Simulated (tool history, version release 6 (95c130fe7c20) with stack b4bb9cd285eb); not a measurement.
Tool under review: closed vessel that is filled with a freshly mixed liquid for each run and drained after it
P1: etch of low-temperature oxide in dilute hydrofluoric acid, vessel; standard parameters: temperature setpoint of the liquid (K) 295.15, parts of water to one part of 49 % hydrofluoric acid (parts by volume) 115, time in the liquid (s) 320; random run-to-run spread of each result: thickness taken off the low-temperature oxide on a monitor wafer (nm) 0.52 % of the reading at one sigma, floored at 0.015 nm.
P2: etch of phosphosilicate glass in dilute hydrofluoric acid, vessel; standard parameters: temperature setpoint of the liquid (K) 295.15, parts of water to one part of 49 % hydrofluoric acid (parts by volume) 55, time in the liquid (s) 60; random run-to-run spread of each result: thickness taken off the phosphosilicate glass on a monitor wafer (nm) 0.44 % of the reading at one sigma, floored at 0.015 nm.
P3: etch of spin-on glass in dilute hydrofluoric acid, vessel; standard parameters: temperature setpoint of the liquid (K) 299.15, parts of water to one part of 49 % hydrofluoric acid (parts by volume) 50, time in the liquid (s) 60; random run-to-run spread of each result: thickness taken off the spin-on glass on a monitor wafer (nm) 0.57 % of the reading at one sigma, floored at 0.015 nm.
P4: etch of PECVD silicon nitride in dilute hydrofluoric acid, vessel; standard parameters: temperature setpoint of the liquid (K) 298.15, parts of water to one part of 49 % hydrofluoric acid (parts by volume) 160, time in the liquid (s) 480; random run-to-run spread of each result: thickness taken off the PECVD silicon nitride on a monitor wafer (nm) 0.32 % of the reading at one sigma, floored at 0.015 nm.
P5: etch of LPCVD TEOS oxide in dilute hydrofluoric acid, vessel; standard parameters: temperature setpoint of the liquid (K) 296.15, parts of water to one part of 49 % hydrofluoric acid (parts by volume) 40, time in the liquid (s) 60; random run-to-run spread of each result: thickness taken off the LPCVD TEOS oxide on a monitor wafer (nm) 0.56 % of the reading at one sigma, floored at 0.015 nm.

run   hour  process that ran  temperature setpoint of the liquid (K)  parts of water to one part of 49 % hydrofluoric acid (parts by volume)  time in the liquid (s)  thickness taken off the low-temperature oxide on a monitor wafer (nm)  thickness taken off the LPCVD TEOS oxide on a monitor wafer (nm)  thickness taken off the spin-on glass on a monitor wafer (nm)  thickness taken off the phosphosilicate glass on a monitor wafer (nm)  thickness taken off the PECVD silicon nitride on a monitor wafer (nm)
  1    7.1                P1                                  295.15                                                                     115                     320                                                                56.7550
  2   14.5                P5                                  296.15                                                                      40                      30                                                                                                                                   20.445
  3   23.7                P1                                  295.15                                                                     115                      50                                                                 8.8416
  4   31.4                P1                                  290.65                                                                     115                     605                                                                89.3100
  5   39.9                P3                                  299.15                                                                      70                      60                                                                                                                                                                                                  32.733
  6   48.1                P1                                  291.15                                                                     115                     320                                                                48.3640
  7   53.3                P5                                  296.15                                                                      40                      60                                                                                                                                   41.053
  8   58.6                P3                                  299.15                                                                      50                      30                                                                                                                                                                                                  23.601
  9   65.5                P1                                  295.15                                                                     115                     320                                                                56.1330
 10   70.4                P1                                  295.15                                                                     115                     320                                                                56.8530
 11   76.0                P1                                  295.15                                                                     115                     320                                                                56.8700
 12   83.0                P2                                  295.15                                                                      95                      60                                                                                                                                                                                                                                                                         103.44
 13   90.1                P4                                  298.15                                                                     220                     480                                                                                                                                                                                                                                                                                                                                                13.416
 14   95.8                P1                                  295.15                                                                     115                     320                                                                56.3030
 15  103.6                P4                                  293.15                                                                     160                     480                                                                                                                                                                                                                                                                                                                                                13.235
 16  108.8                P5                                  296.15                                                                      20                      60                                                                                                                                   82.745
 17  116.1                P1                                  295.15                                                                      20                     320                                                               365.0900
 18  120.3                P5                                  292.15                                                                      40                      60                                                                                                                                   34.307
 19  127.5                P4                                  298.15                                                                     160                     480                                                                                                                                                                                                                                                                                                                                                18.421
 20  134.2                P1                                  295.15                                                                     185                     320                                                                32.6350
 21  143.1                P1                                  299.15                                                                     115                     320                                                                66.0990
 22  150.2                P1                                  295.15                                                                     115                     320                                                                56.4120
 23  155.4                P2                                  295.15                                                                      55                      60                                                                                                                                                                                                                                                                         187.41
 24  160.7                P3                                  292.65                                                                      50                      60                                                                                                                                                                                                  36.321
 25  168.8                P2                                  298.65                                                                      55                      60                                                                                                                                                                                                                                                                         214.51
 26  174.3                P1                                  295.15                                                                     115                     525                                                                93.6520
 27  181.0                P4                                  298.15                                                                     160                     720                                                                                                                                                                                                                                                                                                                                                27.536
 28  187.8                P3                                  299.15                                                                      50                      60                                                                                                                                                                                                  47.771
 29  192.0                P3                                  299.15                                                                      50                      60                                                                                                                                                                                                  47.415
 30  197.0                P2                                  295.15                                                                      55                     110                                                                                                                                                                                                                                                                         343.57
 31  201.6                P1                                  295.15                                                                     115                     320                                                                56.5000
 32  210.2                P1                                  295.15                                                                     115                     320                                                                54.4730
 33  215.1                P1                                  295.15                                                                     115                     320                                                                54.4760
 34  219.6                P1                                  295.15                                                                     115                     320                                                                53.6570
 35  227.3                P1                                  295.15                                                                     115                     320                                                                53.5320
 36  236.4                P1                                  295.15                                                                     115                     320                                                                52.8730
 37  245.4                P1                                  295.15                                                                     115                     320                                                                52.3900
 38  251.3                P1                                  295.15                                                                     115                     320                                                                52.3290
 39  256.0                P1                                  295.15                                                                     115                     320                                                                52.5510
 40  264.2                P1                                  295.15                                                                     115                     320                                                                52.2490
 41  271.4                P1                                  295.15                                                                     115                     320                                                                52.5530

What P1 gives has crept off from where it sat before. The 2 causes that follow fit the log equally well, each at the size noted:
A: liquid colder than its thermometer reads (K) = 1.99
B: hydrofluoric acid flow below the setpoint (%) = 6.8
The drift started at roughly hour 201.6.

Listed below are the offered check runs, one wafer per run, with question marks in place of results. For which of them would the causes give clearly different outcomes?
check 1  278.6                P4                                  298.15                                                                     215                     480                                                                                                                                                                                                                                                                                                                                                     ?
check 2  278.6                P3                                  299.15                                                                      50                      30                                                                                                                                                                                                       ?
check 3  278.6                P5                                  296.15                                                                      20                      60                                                                                                                                        ?
check 4  278.6                P2                                  298.15                                                                      55                     110                                                                                                                                                                                                                                                                              ?

What every check run would give for each of its results, assuming each possible cause in turn:
  check                                                                 result    if A    if B
check 1  thickness taken off the PECVD silicon nitride on a monitor wafer (nm)  12.117  12.803
check 2          thickness taken off the spin-on glass on a monitor wafer (nm)  21.892  22.017
check 3       thickness taken off the LPCVD TEOS oxide on a monitor wafer (nm)  76.699  77.691
check 4  thickness taken off the phosphosilicate glass on a monitor wafer (nm)  358.31  360.39
Smallest distance between any two causes, each pair judged by its most separating result, in per cent: check 1 5.5 %; check 2 0.57 %; check 3 1.28 %; check 4 0.58 %
Check 1 is the one run that separates the causes; every other check would come out nearly the same whichever cause is at work.

Check 1 was then run and gave: thickness taken off the PECVD silicon nitride on a monitor wafer (nm) 12.808. Which cause is it?

It was cause B: hydrofluoric acid flow below the setpoint (%).

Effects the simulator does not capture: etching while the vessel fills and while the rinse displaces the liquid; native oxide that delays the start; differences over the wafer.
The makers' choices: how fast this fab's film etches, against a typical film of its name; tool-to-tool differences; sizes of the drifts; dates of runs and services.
